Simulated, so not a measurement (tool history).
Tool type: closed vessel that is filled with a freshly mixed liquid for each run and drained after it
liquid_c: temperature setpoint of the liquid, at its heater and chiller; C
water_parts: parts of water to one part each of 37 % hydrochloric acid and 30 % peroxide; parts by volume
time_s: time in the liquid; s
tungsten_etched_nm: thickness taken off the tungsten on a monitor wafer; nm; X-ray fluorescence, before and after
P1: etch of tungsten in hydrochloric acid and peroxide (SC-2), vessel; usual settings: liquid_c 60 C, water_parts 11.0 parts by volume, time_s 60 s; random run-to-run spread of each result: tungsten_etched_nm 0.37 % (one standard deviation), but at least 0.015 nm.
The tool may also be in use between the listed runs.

run    day  liquid_c  water_parts  time_s  hours since the thermometer was replaced  hours since the chemicals flow meter was replaced  hours since the drum of peroxide was connected  tungsten_etched_nm
  1  0.517        60         11.0      60                                     879.7                                             1255.6                                           411.2              32.561
  2  1.204        60         11.0      60                                     896.2                                             1272.1                                           427.7              32.595
     1.242  -- thermometer replaced
  3  1.975        70         16.0      60                                      17.7                                             1290.6                                           446.2              43.515
  4  2.592        50         11.0      60                                      32.5                                             1305.4                                           461.0              17.022
  5  3.354        60         11.0     100                                      50.8                                             1323.7                                           479.3              54.703
  6  3.758        72         11.0      60                                      60.5                                             1333.4                                           489.0              67.732
  7  4.358        60         11.0      60                                      74.9                                             1347.8                                           503.4              32.525
  8  4.875        60         11.0      60                                      87.3                                             1360.2                                           515.8              32.845
  9  5.279        60         11.0      30                                      97.0                                             1369.9                                           525.5              16.354
 10  6.012        60         11.0      60                                     114.6                                             1387.5                                           543.1              32.585
 11  6.617        60         18.5      60                                     129.1                                             1402.0                                           557.6              20.649

What does the tool deliver on the next run?
 12  7.367        60          4.0      60                                     147.1                                             1420.0                                           575.6                   ?

{"run 12": {"tungsten_etched_nm": 70.846}}
